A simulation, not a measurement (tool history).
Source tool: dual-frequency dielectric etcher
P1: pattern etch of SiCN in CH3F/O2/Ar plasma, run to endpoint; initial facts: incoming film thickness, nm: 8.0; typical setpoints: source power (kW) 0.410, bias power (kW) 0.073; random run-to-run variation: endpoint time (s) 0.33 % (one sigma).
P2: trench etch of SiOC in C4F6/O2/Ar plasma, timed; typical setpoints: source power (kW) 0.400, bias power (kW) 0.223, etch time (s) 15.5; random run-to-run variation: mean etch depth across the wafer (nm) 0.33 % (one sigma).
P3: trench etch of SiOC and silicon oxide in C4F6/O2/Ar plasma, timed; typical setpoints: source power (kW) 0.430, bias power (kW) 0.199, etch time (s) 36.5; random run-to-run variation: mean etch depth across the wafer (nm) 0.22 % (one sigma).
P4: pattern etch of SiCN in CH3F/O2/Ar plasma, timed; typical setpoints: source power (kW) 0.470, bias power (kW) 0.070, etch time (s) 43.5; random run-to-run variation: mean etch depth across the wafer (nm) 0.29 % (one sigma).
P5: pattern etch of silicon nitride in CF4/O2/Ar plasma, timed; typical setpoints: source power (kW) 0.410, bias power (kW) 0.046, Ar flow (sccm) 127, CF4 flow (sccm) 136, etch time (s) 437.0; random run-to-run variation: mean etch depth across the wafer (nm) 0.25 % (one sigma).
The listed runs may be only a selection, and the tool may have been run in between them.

run,hour,process that ran,source power (kW),bias power (kW),Ar flow (sccm),CF4 flow (sccm),etch time (s),endpoint time (s),mean etch depth across the wafer (nm)
1,12.3,P1,0.410,0.073,,,,20.980,
2,27.7,P5,0.410,0.046,127,136,437.0,,665.370
3,40.1,P1,0.260,0.073,,,,24.840,
4,51.6,P5,0.410,0.046,127,86,437.0,,623.310
5,60.5,P4,0.470,0.090,,,43.5,,19.063
6,78.4,P4,0.660,0.070,,,43.5,,19.818
7,91.4,P3,0.270,0.199,,,36.5,,62.837
8,100.9,P2,0.400,0.223,,,15.5,,34.430
9,110.3,P1,0.410,0.073,,,,20.886,
10,122.1,P3,0.430,0.261,,,36.5,,82.629
11,135.7,P5,0.410,0.046,164,136,437.0,,644.040
12,144.8,P3,0.430,0.199,,,36.5,,75.362
13,154.2,P1,0.410,0.073,,,,20.858,
14,168.7,P1,0.410,0.092,,,,19.122,
15,186.8,P1,0.410,0.050,,,,23.703,
16,200.8,P1,0.320,0.059,,,,24.639,
17,210.2,P5,0.280,0.046,127,136,437.0,,475.380
18,219.4,P4,0.470,0.070,,,43.5,,17.378
19,233.9,P5,0.410,0.046,127,136,643.0,,974.860
20,251.4,P2,0.520,0.223,,,15.5,,38.226
21,264.2,P3,0.430,0.199,,,45.5,,93.605

Run 22 is up next; what results do you expect?
22,276.7,P1,0.560,0.073,,,,?,

{"run 22": {"endpoint time (s)": 18.58}}
